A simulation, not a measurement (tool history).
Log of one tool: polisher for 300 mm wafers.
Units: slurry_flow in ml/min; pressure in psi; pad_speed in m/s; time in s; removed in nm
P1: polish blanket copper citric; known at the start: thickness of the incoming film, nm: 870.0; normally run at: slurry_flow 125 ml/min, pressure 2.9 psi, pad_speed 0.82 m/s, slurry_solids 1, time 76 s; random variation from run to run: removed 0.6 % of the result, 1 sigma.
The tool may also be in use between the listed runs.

| run | hour | slurry_flow | pressure | pad_speed | slurry_solids | time | wafers polished on this pad | hours since the slurry nozzle was cleaned | hours since the head pressure was calibrated | hours since the slurry blender was calibrated | removed |
|---|---|---|---|---|---|---|---|---|---|---|---|
| 1 | 6.7 | 125 | 2.9 | 0.82 | 1 | 76 | 370 | 490.3 | 136.4 | 217.2 | 161.22 |
| 2 | 13.8 | 175 | 3.6 | 0.82 | 1 | 76 | 428 | 497.4 | 143.5 | 224.3 | 212.03 |
| 3 | 18.3 | 125 | 2.9 | 0.82 | 1 | 47 | 465 | 501.9 | 148 | 228.8 | 100.3 |
| 4 | 26.5 | 125 | 2.9 | 0.44 | 1 | 76 | 533 | 510.1 | 156.2 | 237 | 89.247 |
| 5 | 32 | 125 | 2.9 | 0.82 | 1 | 110 | 578 | 515.6 | 161.7 | 242.5 | 232.52 |
| 6 | 38.3 | 125 | 2.9 | 0.82 | 1 | 76 | 630 | 521.9 | 168 | 248.8 | 161.35 |
| 7 | 43.1 | 125 | 2.9 | 0.82 | 1 | 76 | 669 | 526.7 | 172.8 | 253.6 | 161.54 |
| 8 | 50.1 | 185 | 2.9 | 0.82 | 1 | 76 | 727 | 533.7 | 179.8 | 260.6 | 173.6 |
| 9 | 58.9 | 125 | 4.4 | 0.82 | 1 | 76 | 800 | 542.5 | 188.6 | 269.4 | 244.68 |
| 10 | 68.3 | 125 | 2.9 | 0.82 | 1 | 76 | 877 | 551.9 | 198 | 278.8 | 162.69 |
| 11 | 74.6 | 125 | 1.3 | 0.82 | 1 | 76 | 929 | 558.2 | 204.3 | 285.1 | 75.676 |
| 12 | 83.2 | 125 | 2.9 | 1.1 | 1 | 76 | 1000 | 566.8 | 212.9 | 293.7 | 216.83 |
| 13 | 88 | 125 | 2.9 | 0.82 | 1 | 76 | 1039 | 571.6 | 217.7 | 298.5 | 163.45 |
| 14 | 95.2 | 125 | 2.9 | 0.82 | 1 | 76 | 1099 | 578.8 | 224.9 | 305.7 | 161.08 |
|  | 102.7 | slurry blender recalibrated |
| 15 | 103.3 | 125 | 2.9 | 0.82 | 0.6 | 76 | 1165 | 586.9 | 233 | 0.6 | 146.68 |
| 16 | 110.8 | 125 | 2.9 | 0.82 | 1.4 | 76 | 1227 | 594.4 | 240.5 | 8.1 | 176.39 |
| 17 | 117.6 | 75 | 2.9 | 0.82 | 1 | 76 | 1283 | 601.2 | 247.3 | 14.9 | 141.12 |
| 18 | 123.7 | 125 | 2.9 | 0.82 | 1 | 76 | 1334 | 607.3 | 253.4 | 21 | 161.98 |
| 19 | 131.6 | 125 | 2.9 | 0.82 | 1 | 76 | 1399 | 615.2 | 261.3 | 28.9 | 153.98 |
| 20 | 137.9 | 125 | 2.9 | 0.82 | 1 | 76 | 1451 | 621.5 | 267.6 | 35.2 | 150.35 |
| 21 | 144.2 | 125 | 2.9 | 0.82 | 1 | 76 | 1502 | 627.8 | 273.9 | 41.5 | 150.83 |
| 22 | 152.1 | 125 | 2.9 | 0.82 | 1 | 76 | 1568 | 635.7 | 281.8 | 49.4 | 148.15 |
|  | 154 | slurry blender recalibrated |
|  | 155.4 | worn pad replaced by a new one |
| 23 | 160.9 | 125 | 2.9 | 0.82 | 1 | 76 | 45 | 644.5 | 290.6 | 7 | 146.1 |
| 24 | 165.3 | 125 | 2.9 | 0.82 | 1 | 76 | 81 | 648.9 | 295 | 11.4 | 146.62 |
| 25 | 171.6 | 125 | 2.9 | 0.82 | 1 | 76 | 133 | 655.2 | 301.3 | 17.7 | 145.23 |
| 26 | 177.8 | 125 | 2.9 | 0.82 | 1 | 76 | 184 | 661.4 | 307.5 | 23.9 | 145.88 |
| 27 | 184.5 | 125 | 2.9 | 0.82 | 1 | 76 | 240 | 668.1 | 314.2 | 30.6 | 145.65 |

What P1 gives has crept away from where it was. These 2 causes fit the log equally well, each at the size given:
A: head's pressure below its setpoint, % = 11.1
B: slurry flow missing at the pad, % = 36.4
The creep began at about hour 123.7.
Why every other cause is out:
removal rate lost through wear of the pad, %: serviced at hour 155.4, which brought nothing back
abrasive missing from the slurry, %: serviced at hour 154, which brought nothing back

4 check runs are offered, each on 3 wafers whose results are averaged, their results left as question marks. Which one tells the causes apart?
| check 1 | 191.2 | 125 | 2.9 | 0.82 | 0.8 | 76 |  |  |  |  | ? |
| check 2 | 191.2 | 125 | 2.9 | 0.62 | 1 | 76 |  |  |  |  | ? |
| check 3 | 191.2 | 170 | 2.9 | 0.82 | 1 | 76 |  |  |  |  | ? |
| check 4 | 191.2 | 125 | 2.9 | 0.98 | 1 | 76 |  |  |  |  | ? |

What each check would give under each cause:
| check | result | if A | if B |
|---|---|---|---|
| check 1 | removed | 138.43 | 138.37 |
| check 2 | removed | 110.92 | 110.75 |
| check 3 | removed | 153.32 | 157.54 |
| check 4 | removed | 172.48 | 172.51 |
How far apart the two closest causes lie, in the result that separates them most: check 1 0.04 %; check 2 0.16 %; check 3 2.72 %; check 4 0.02 %
Only check 3 tells the causes apart: in the others they would give nearly the same result.

Check 3 was then run and gave: removed 152.84 nm. Which cause is it?

It is A: head's pressure below its setpoint, %.
